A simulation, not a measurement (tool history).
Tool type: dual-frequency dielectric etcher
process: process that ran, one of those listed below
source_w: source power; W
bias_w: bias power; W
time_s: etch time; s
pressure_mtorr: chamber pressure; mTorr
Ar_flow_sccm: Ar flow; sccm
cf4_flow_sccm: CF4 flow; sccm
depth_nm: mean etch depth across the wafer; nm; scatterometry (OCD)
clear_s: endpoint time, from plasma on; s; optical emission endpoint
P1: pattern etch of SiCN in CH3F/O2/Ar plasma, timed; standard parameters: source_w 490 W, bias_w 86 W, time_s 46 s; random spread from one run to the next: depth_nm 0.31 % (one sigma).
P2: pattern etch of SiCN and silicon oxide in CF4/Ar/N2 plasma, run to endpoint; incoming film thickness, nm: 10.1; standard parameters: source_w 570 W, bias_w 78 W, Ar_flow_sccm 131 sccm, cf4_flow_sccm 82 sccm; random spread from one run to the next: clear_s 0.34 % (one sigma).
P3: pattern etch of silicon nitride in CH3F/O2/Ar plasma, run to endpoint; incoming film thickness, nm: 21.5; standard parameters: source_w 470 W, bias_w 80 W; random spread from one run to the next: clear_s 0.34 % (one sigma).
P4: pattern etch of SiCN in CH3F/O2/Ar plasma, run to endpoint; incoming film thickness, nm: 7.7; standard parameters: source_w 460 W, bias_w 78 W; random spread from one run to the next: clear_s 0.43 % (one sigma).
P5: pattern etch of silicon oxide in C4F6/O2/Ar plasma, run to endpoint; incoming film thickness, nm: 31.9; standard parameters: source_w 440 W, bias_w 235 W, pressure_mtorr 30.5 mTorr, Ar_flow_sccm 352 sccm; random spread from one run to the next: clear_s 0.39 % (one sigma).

run   hour  process  source_w  bias_w  time_s  pressure_mtorr  Ar_flow_sccm  cf4_flow_sccm  depth_nm  clear_s
  1   13.5       P1       490      86      46                                                 18.824
  2   28.5       P5       310     235                    30.5           352                            10.242
  3   43.9       P1       580      86      28                                                 12.137
  4   55.2       P1       490      86    58.5                                                 23.886
  5     64       P1       490      86      46                                                 18.876
  6   76.1       P1       490      86      46                                                 18.814
  7   94.2       P2       570      78                                   131             82             9.3703
  8  109.1       P2       570      57                                   131             82             10.402
  9  127.5       P4       660      78                                                                   16.89
 10    143       P5       440     235                    40.5           352                            9.2502
 11  159.1       P5       440     183                    30.5           352                            9.7312
 12  168.1       P1       490      59      46                                                  16.47
 13  177.8       P4       460      78                                                                  19.418
 14  186.9       P3       470      80                                                                  28.139
 15  204.3       P2       570      78                                   131            105             8.9774
 16  216.9       P3       470      51                                                                  32.836
 17  229.4       P2       570      78                                   167             82             9.6968
 18  243.6       P5       440     235                    30.5           280                            8.7292
 19  257.7       P5       440     235                    30.5           352                            8.9855
 20  270.5       P4       460      94                                                                  18.137
 21    283       P1       490      86      46                                                 18.795
 22  291.9       P1       490     116      46                                                 21.129
 23  302.8       P1       670      86    67.5                                                 31.031
 24  315.3       P1       490      86    25.5                                                  10.35
 25  325.6       P1       490      86      46                                                  18.69
 26  337.6       P2       570      78                                   131             82             9.3721
 27  350.1       P3       650      80                                                                  25.075
 28  366.9       P1       490      86      46                                                 18.763
 29  375.2       P1       380      86      46                                                 17.083
 30  388.1       P1       640      86      46                                                 20.887
 31  406.4       P2       730      78                                   131             82             7.5048
 32  423.4       P1       410      86    30.5                                                 11.706
 33  437.4       P1       490      86      46                                                 18.726
 34  450.9       P1       490      86      46                                                 18.815
 35  463.2       P1       490      86      46                                                 18.909
 36  479.3       P1       490      86      46                                                   19.1
 37  493.1       P1       490      86      46                                                 19.091
     505.2  -- wet clean of the chamber
 38  511.5       P1       490      86      46                                                 19.105
 39  529.4       P1       490      86      46                                                 19.028
 40  538.5       P1       490      86      46                                                  19.17

What P1 gives has crept off from where it sat before. The 2 causes that follow fit the log equally well, each at the size noted:
A: bias power that arrives over what is set, % = 4.59
B: source power that arrives over what is set, % = 4.46
Creep in the process output first set in at about hour 437.4.
What rules out each remaining cause:
chamber walls in a state that raises the etch rate, %: its service at hour 505.2 followed the start of the drift and did not put the process back to its old value

Which of the 4 check runs listed below, each an average over 2 wafers with its results shown as question marks, gives clearly different results under the different listed causes?
check 1  547.6       P5       440     235                    30.5           352                                 ?
check 2  547.6       P3       470      80                                                                       ?
check 3  547.6       P2       570      78                                   131             82                  ?
check 4  547.6       P4       460      78                                                                       ?

Check results expected under each cause:
  check   result    if A    if B
check 1  clear_s  8.8122   8.796
check 2  clear_s  27.889  27.864
check 3  clear_s  9.2098  9.0008
check 4  clear_s   19.12  19.114
Per check, the gap between the least separated pair of causes, taken in the result that splits them most: check 1 0.18 %; check 2 0.09 %; check 3 2.3 %; check 4 0.03 %
Of the check runs offered, only check 3 discriminates between the causes; the rest would read about the same regardless of which cause applies.

Here is what check 3 returned: clear_s 9.202 s. Which cause is it?

It was cause A: bias power that arrives over what is set, %.

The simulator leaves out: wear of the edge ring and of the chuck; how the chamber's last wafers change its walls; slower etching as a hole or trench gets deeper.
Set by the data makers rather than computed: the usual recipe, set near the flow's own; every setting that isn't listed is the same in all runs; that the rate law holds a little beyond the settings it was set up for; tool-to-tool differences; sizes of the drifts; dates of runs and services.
